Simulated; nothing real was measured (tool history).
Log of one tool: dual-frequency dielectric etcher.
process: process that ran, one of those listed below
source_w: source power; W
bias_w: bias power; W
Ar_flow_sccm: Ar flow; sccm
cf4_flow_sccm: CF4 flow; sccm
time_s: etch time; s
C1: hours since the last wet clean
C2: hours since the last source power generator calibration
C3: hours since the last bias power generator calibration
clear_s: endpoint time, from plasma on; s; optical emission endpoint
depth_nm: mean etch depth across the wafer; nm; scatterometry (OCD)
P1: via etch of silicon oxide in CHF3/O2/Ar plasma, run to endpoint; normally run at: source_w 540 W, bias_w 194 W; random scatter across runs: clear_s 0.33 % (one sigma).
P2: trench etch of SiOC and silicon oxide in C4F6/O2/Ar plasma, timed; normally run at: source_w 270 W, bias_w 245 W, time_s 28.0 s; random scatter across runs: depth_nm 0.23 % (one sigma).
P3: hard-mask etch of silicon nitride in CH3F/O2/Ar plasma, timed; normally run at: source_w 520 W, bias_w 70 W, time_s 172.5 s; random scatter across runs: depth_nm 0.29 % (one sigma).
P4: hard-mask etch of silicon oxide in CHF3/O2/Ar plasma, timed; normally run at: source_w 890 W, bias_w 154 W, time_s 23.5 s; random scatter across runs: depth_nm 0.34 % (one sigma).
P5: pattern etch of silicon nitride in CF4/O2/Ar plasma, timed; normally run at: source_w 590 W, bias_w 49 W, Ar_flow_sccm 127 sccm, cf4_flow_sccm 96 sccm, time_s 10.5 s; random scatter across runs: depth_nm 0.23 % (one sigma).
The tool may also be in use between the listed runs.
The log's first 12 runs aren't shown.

run 13 hour=56.0 | process=P3 source_w=520 bias_w=70 time_s=106.5 | C1=15.5 C2=1250.0 C3=2229.6 | depth_nm=82.587
run 14 hour=60.2 | process=P3 source_w=520 bias_w=70 time_s=172.5 | C1=19.7 C2=1254.2 C3=2233.8 | depth_nm=134.520
run 15 hour=64.0 | process=P1 source_w=730 bias_w=194 | C1=23.5 C2=1258.0 C3=2237.6 | clear_s=383.49
run 16 hour=69.5 | process=P1 source_w=660 bias_w=226 | C1=29.0 C2=1263.5 C3=2243.1 | clear_s=378.91
run 17 hour=75.8 | process=P4 source_w=890 bias_w=154 time_s=29.5 | C1=35.3 C2=1269.8 C3=2249.4 | depth_nm=66.786
run 18 hour=81.2 | process=P2 source_w=270 bias_w=245 time_s=28.0 | C1=40.7 C2=1275.2 C3=2254.8 | depth_nm=53.255
run 19 hour=85.7 | process=P2 source_w=270 bias_w=160 time_s=28.0 | C1=45.2 C2=1279.7 C3=2259.3 | depth_nm=46.356
run 20 hour=88.6 | process=P1 source_w=350 bias_w=260 | C1=48.1 C2=1282.6 C3=2262.2 | clear_s=455.30
run 21 hour=92.8 | process=P3 source_w=520 bias_w=56 time_s=172.5 | C1=52.3 C2=1286.8 C3=2266.4 | depth_nm=124.490
run 22 hour=97.8 | process=P4 source_w=890 bias_w=154 time_s=23.5 | C1=57.3 C2=1291.8 C3=2271.4 | depth_nm=52.844
run 23 hour=101.5 | process=P1 source_w=400 bias_w=160 | C1=61.0 C2=1295.5 C3=2275.1 | clear_s=515.65
run 24 hour=107.7 | process=P5 source_w=590 bias_w=32 Ar_flow_sccm=127 cf4_flow_sccm=96 time_s=10.5 | C1=67.2 C2=1301.7 C3=2281.3 | depth_nm=18.388
run 25 hour=111.2 | process=P1 source_w=540 bias_w=194 | C1=70.7 C2=1305.2 C3=2284.8 | clear_s=429.63
run 26 hour=114.7 | process=P5 source_w=590 bias_w=49 Ar_flow_sccm=127 cf4_flow_sccm=96 time_s=6.0 | C1=74.2 C2=1308.7 C3=2288.3 | depth_nm=12.266
run 27 hour=119.6 | process=P1 source_w=410 bias_w=194 | C1=79.1 C2=1313.6 C3=2293.2 | clear_s=477.13
run 28 hour=123.0 | process=P4 source_w=890 bias_w=154 time_s=23.5 | C1=82.5 C2=1317.0 C3=2296.6 | depth_nm=53.061
run 29 hour=127.0 | process=P5 source_w=590 bias_w=49 Ar_flow_sccm=165 cf4_flow_sccm=96 time_s=10.5 | C1=86.5 C2=1321.0 C3=2300.6 | depth_nm=20.607
run 30 hour=133.1 | process=P5 source_w=830 bias_w=49 Ar_flow_sccm=127 cf4_flow_sccm=96 time_s=10.5 | C1=92.6 C2=1327.1 C3=2306.7 | depth_nm=28.931
run 31 hour=137.0 | process=P1 source_w=540 bias_w=124 | C1=96.5 C2=1331.0 C3=2310.6 | clear_s=496.02
run 32 hour=141.6 | process=P4 source_w=640 bias_w=154 time_s=23.5 | C1=101.1 C2=1335.6 C3=2315.2 | depth_nm=46.765
run 33 hour=145.4 | process=P1 source_w=540 bias_w=194 | C1=104.9 C2=1339.4 C3=2319.0 | clear_s=426.43
run 34 hour=150.5 | process=P1 source_w=540 bias_w=194 | C1=110.0 C2=1344.5 C3=2324.1 | clear_s=429.04

Run 35, settings as shown, results not yet in. Your forecast:
run 35 hour=155.2 | process=P1 source_w=540 bias_w=194 | C1=114.7 C2=1349.2 C3=2328.8 | clear_s=?

clear_s: 424.52 s
